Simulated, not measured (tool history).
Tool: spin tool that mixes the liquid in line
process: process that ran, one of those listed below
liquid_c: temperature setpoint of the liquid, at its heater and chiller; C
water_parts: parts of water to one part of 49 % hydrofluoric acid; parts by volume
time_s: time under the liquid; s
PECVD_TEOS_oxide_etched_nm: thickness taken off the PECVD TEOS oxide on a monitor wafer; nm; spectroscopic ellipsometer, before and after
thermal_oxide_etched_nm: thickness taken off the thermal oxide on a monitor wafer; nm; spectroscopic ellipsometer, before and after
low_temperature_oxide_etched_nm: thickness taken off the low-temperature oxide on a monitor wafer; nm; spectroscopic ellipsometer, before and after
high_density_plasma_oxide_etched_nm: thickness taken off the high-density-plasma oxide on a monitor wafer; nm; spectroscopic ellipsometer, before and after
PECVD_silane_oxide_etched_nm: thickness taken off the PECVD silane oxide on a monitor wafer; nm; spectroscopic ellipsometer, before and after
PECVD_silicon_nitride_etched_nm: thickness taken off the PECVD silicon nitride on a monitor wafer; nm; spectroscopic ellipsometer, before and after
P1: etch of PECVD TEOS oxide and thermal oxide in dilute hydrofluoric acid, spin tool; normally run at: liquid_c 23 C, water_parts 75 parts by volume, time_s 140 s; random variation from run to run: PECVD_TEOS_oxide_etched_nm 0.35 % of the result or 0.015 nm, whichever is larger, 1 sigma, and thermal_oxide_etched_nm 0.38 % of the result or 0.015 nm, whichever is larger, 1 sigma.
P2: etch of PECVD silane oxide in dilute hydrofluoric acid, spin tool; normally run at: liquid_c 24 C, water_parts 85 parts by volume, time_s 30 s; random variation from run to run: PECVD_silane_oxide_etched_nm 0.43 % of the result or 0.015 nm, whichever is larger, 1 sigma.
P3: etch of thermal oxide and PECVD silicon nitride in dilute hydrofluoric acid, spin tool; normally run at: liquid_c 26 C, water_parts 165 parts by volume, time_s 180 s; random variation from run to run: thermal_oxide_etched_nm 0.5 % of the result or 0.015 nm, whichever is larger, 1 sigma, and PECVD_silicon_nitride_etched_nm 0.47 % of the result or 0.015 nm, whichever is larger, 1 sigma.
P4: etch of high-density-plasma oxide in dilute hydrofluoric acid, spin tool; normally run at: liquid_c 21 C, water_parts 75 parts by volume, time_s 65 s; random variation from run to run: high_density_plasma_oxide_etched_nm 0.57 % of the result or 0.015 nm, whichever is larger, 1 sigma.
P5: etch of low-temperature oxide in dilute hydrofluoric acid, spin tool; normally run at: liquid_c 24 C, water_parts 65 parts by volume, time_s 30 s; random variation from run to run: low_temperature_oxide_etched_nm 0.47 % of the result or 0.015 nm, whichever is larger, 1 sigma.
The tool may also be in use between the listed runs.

run	hour	process	liquid_c	water_parts	time_s	hours since the thermometer was replaced	hours since the hydrofluoric acid flow meter was replaced	PECVD_TEOS_oxide_etched_nm	thermal_oxide_etched_nm	low_temperature_oxide_etched_nm	high_density_plasma_oxide_etched_nm	PECVD_silane_oxide_etched_nm	PECVD_silicon_nitride_etched_nm
1	5.2	P1	23	75	140	2178.7	135.5	34.014	8.6655				
2	11.6	P1	23	25	140	2185.1	141.9	108.49	27.733				
3	17.7	P5	24	65	45	2191.2	148			25.54			
4	24.2	P4	17	75	65	2197.7	154.5				4.1078		
5	30.2	P1	23	115	140	2203.7	160.5	21.239	5.3764				
6	36.6	P4	21	130	65	2210.1	166.9				2.6155		
7	40.1	P1	23	75	140	2213.6	170.4	33.774	8.6452				
8	44.2	P2	24	85	60	2217.7	174.5					11.451	
9	49	P2	24	135	30	2222.5	179.3					3.4066	
10	52.1	P3	26	85	180	2225.6	182.4		11.112				13.082
11	57.1	P4	21	75	65	2230.6	187.4				4.7869		
12	62	P1	23	75	140	2235.5	192.3	33.915	8.609				
13	66.6	P3	18	165	180	2240.1	196.9		3.8311				4.0004
14	73	P1	23	75	75	2246.5	203.3	18.226	4.6062				
15	76.2	P3	26	165	180	2249.7	206.5		5.1564				6.74
16	82.7	P5	24	25	30	2256.2	213			46.394			
17	86.1	P1	27	75	140	2259.6	216.4	39.786	10.137				
18	92.6	P5	24	65	30	2266.1	222.9			16.956			
19	95.7	P2	17	85	30	2269.2	226					4.313	
20	101.3	P1	29	75	80	2274.8	231.6	24.627	6.3125				
21	104.7	P2	24	85	30	2278.2	235					5.7127	
22	108.1	P1	23	75	255	2281.6	238.4	61.542	15.611				
23	111.5	P5	17.5	65	30	2285	241.8			12.911			
24	116	P1	23	75	140	2289.5	246.3	33.825	8.6301				
25	121.2	P1	18	75	15	2294.7	251.5	2.9737	0.74621				
26	127.4	P3	26	165	45	2300.9	257.7		1.3094				1.704
# hour 131.7: hydrofluoric acid flow meter replaced
27	132.6	P1	27	105	140	2306.1	0.9	27.372	6.9525				
28	136.8	P4	21	75	100	2310.3	5.1				7.4305		
29	143	P1	18	75	140	2316.5	11.3	27.702	7.0093				
30	146.3	P1	23	75	140	2319.8	14.6	34.053	8.593				
31	153	P1	23	75	140	2326.5	21.3	33.898	8.6927				
32	156.7	P1	23	75	140	2330.2	25	35.032	8.9189				
33	159.6	P1	23	75	140	2333.1	27.9	35.735	9.0464				
34	166.3	P1	23	75	140	2339.8	34.6	36.541	9.3463				
35	171.1	P1	23	75	140	2344.6	39.4	36.848	9.3699				
36	177.4	P1	23	75	140	2350.9	45.7	37.201	9.4158				
37	181.6	P1	23	75	140	2355.1	49.9	36.986	9.4667				
38	187.1	P1	23	75	140	2360.6	55.4	37.115	9.476				

What P1 gives has crept away from where it was. These 2 causes fit the log equally well, each at the size given:
A: liquid hotter than its thermometer reads (K) = 2.24
B: hydrofluoric acid flow above the setpoint (%) = 8.64
The creep began at about hour 153.

4 check runs are offered, one wafer each, their results left as question marks. Which one tells the causes apart?
check 1	192.6	P3	26	165	180				?				?
check 2	192.6	P5	24	65	30					?			
check 3	192.6	P2	24	85	30							?	
check 4	192.6	P4	21	75	65						?		

What each check would give under each cause:
check	result	if A	if B
check 1	thermal_oxide_etched_nm	5.6337	5.7266
check 1	PECVD_silicon_nitride_etched_nm	7.733	7.3046
check 2	low_temperature_oxide_etched_nm	18.568	18.556
check 3	PECVD_silane_oxide_etched_nm	6.2657	6.2818
check 4	high_density_plasma_oxide_etched_nm	5.2527	5.2424
How far apart the two closest causes lie, in the result that separates them most: check 1 5.7 %; check 2 0.06 %; check 3 0.26 %; check 4 0.19 %
Only check 1 tells the causes apart: in the others they would give nearly the same result.

Check 1 was then run and gave: thermal_oxide_etched_nm 5.739 nm; PECVD_silicon_nitride_etched_nm 7.3588 nm. Which cause is it?

It is B: hydrofluoric acid flow above the setpoint (%).
